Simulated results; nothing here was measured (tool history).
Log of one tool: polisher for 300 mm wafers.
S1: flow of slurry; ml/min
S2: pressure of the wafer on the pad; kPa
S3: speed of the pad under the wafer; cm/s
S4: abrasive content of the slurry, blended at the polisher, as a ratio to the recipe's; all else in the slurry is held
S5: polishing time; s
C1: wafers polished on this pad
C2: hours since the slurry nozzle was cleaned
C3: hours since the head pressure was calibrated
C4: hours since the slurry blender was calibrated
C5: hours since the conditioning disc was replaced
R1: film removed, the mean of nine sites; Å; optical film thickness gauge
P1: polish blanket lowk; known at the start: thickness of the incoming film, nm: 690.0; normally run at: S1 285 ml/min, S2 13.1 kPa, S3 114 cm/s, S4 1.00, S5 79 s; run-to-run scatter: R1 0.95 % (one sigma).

{"run": 1, "day": 0.379, "S1": 285, "S2": 13.1, "S3": 114, "S4": 1.0, "S5": 79, "C1": 711, "C2": 167.5, "C3": 571.5, "C4": 58.0, "C5": 171.3, "R1": 325.04}
{"run": 2, "day": 0.717, "S1": 285, "S2": 13.1, "S3": 166, "S4": 1.0, "S5": 57, "C1": 795, "C2": 175.6, "C3": 579.6, "C4": 66.1, "C5": 179.4, "R1": 313.38}
{"run": 3, "day": 0.954, "S1": 285, "S2": 13.1, "S3": 114, "S4": 0.55, "S5": 79, "C1": 854, "C2": 181.3, "C3": 585.3, "C4": 71.8, "C5": 185.1, "R1": 238.65}
{"run": 4, "day": 1.3, "S1": 425, "S2": 13.1, "S3": 114, "S4": 1.0, "S5": 79, "C1": 940, "C2": 189.6, "C3": 593.6, "C4": 80.1, "C5": 193.4, "R1": 331.02}
{"run": 5, "day": 1.604, "S1": 285, "S2": 13.1, "S3": 114, "S4": 1.0, "S5": 36, "C1": 1015, "C2": 196.9, "C3": 600.9, "C4": 87.4, "C5": 200.7, "R1": 150.66}
{"run": 6, "day": 1.917, "S1": 285, "S2": 13.1, "S3": 114, "S4": 1.0, "S5": 114, "C1": 1093, "C2": 204.4, "C3": 608.4, "C4": 94.9, "C5": 208.2, "R1": 461.65}
{"run": 7, "day": 2.108, "S1": 285, "S2": 13.1, "S3": 114, "S4": 1.0, "S5": 79, "C1": 1140, "C2": 209.0, "C3": 613.0, "C4": 99.5, "C5": 212.8, "R1": 326.83}
{"run": 8, "day": 2.417, "S1": 445, "S2": 13.1, "S3": 114, "S4": 1.2, "S5": 79, "C1": 1217, "C2": 216.4, "C3": 620.4, "C4": 106.9, "C5": 220.2, "R1": 360.64}
{"run": 9, "day": 2.704, "S1": 285, "S2": 13.1, "S3": 114, "S4": 1.0, "S5": 79, "C1": 1288, "C2": 223.3, "C3": 627.3, "C4": 113.8, "C5": 227.1, "R1": 325.93}
{"run": 10, "day": 3.004, "S1": 285, "S2": 13.1, "S3": 114, "S4": 1.0, "S5": 79, "C1": 1363, "C2": 230.5, "C3": 634.5, "C4": 121.0, "C5": 234.3, "R1": 323.82}
{"run": 11, "day": 3.317, "S1": 285, "S2": 13.1, "S3": 114, "S4": 1.25, "S5": 79, "C1": 1440, "C2": 238.0, "C3": 642.0, "C4": 128.5, "C5": 241.8, "R1": 358.78}
{"run": 12, "day": 3.662, "S1": 410, "S2": 19.3, "S3": 114, "S4": 1.0, "S5": 79, "C1": 1526, "C2": 246.3, "C3": 650.3, "C4": 136.8, "C5": 250.1, "R1": 495.32}
{"run": 13, "day": 4.017, "S1": 285, "S2": 19.3, "S3": 114, "S4": 1.0, "S5": 79, "C1": 1614, "C2": 254.8, "C3": 658.8, "C4": 145.3, "C5": 258.6, "R1": 485.1}
{"run": 14, "day": 4.283, "S1": 285, "S2": 13.1, "S3": 150, "S4": 1.0, "S5": 79, "C1": 1680, "C2": 261.2, "C3": 665.2, "C4": 151.7, "C5": 265.0, "R1": 407.51}
{"run": 15, "day": 4.646, "S1": 285, "S2": 13.1, "S3": 114, "S4": 1.0, "S5": 79, "C1": 1770, "C2": 269.9, "C3": 673.9, "C4": 160.4, "C5": 273.7, "R1": 328.03}
{"run": 16, "day": 4.871, "S1": 285, "S2": 13.1, "S3": 114, "S4": 1.0, "S5": 79, "C1": 1826, "C2": 275.3, "C3": 679.3, "C4": 165.8, "C5": 279.1, "R1": 321.46}
{"run": 17, "day": 5.217, "S1": 285, "S2": 13.1, "S3": 114, "S4": 1.0, "S5": 79, "C1": 1912, "C2": 283.6, "C3": 687.6, "C4": 174.1, "C5": 287.4, "R1": 326.35}
{"run": 18, "day": 5.554, "S1": 285, "S2": 6.2, "S3": 114, "S4": 1.0, "S5": 79, "C1": 1996, "C2": 291.7, "C3": 695.7, "C4": 182.2, "C5": 295.5, "R1": 155.18}
{"run": 19, "day": 5.767, "S1": 175, "S2": 13.1, "S3": 114, "S4": 1.0, "S5": 79, "C1": 2048, "C2": 296.8, "C3": 700.8, "C4": 187.3, "C5": 300.6, "R1": 304.41}
{"run": 20, "day": 6.142, "S1": 285, "S2": 13.1, "S3": 56, "S4": 1.0, "S5": 79, "C1": 2141, "C2": 305.8, "C3": 709.8, "C4": 196.3, "C5": 309.6, "R1": 183.47}
{"run": 21, "day": 6.438, "S1": 285, "S2": 13.1, "S3": 114, "S4": 1.0, "S5": 79, "C1": 2215, "C2": 312.9, "C3": 716.9, "C4": 203.4, "C5": 316.7, "R1": 321.37}
{"run": 22, "day": 6.738, "S1": 285, "S2": 13.1, "S3": 114, "S4": 1.0, "S5": 79, "C1": 2289, "C2": 320.1, "C3": 724.1, "C4": 210.6, "C5": 323.9, "R1": 307.47}
{"run": 23, "day": 6.996, "S1": 285, "S2": 13.1, "S3": 114, "S4": 1.0, "S5": 79, "C1": 2353, "C2": 326.3, "C3": 730.3, "C4": 216.8, "C5": 330.1, "R1": 305.13}
{"run": 24, "day": 7.342, "S1": 285, "S2": 13.1, "S3": 114, "S4": 1.0, "S5": 79, "C1": 2439, "C2": 334.6, "C3": 738.6, "C4": 225.1, "C5": 338.4, "R1": 292.93}
{"run": 25, "day": 7.575, "S1": 285, "S2": 13.1, "S3": 114, "S4": 1.0, "S5": 79, "C1": 2497, "C2": 340.2, "C3": 744.2, "C4": 230.7, "C5": 344.0, "R1": 283.62}
{"run": 26, "day": 7.858, "S1": 285, "S2": 13.1, "S3": 114, "S4": 1.0, "S5": 79, "C1": 2567, "C2": 347.0, "C3": 751.0, "C4": 237.5, "C5": 350.8, "R1": 283.59}
{"day": 7.942, "done": "head pressure recalibrated"}
{"day": 7.992, "done": "conditioning disc replaced and pad reconditioned"}
{"run": 27, "day": 8.092, "S1": 285, "S2": 13.1, "S3": 114, "S4": 1.0, "S5": 79, "C1": 2625, "C2": 352.6, "C3": 3.7, "C4": 243.1, "C5": 2.4, "R1": 280.48}
{"run": 28, "day": 8.362, "S1": 285, "S2": 13.1, "S3": 114, "S4": 1.0, "S5": 79, "C1": 2693, "C2": 359.1, "C3": 10.2, "C4": 249.6, "C5": 8.9, "R1": 281.39}

The next listed run, before its measurement:
{"run": 29, "day": 8.729, "S1": 285, "S2": 13.1, "S3": 114, "S4": 1.0, "S5": 79, "C1": 2784, "C2": 367.9, "C3": 19.0, "C4": 258.4, "C5": 17.7, "R1": "?"}

{"run 29": {"R1": 278.03}}
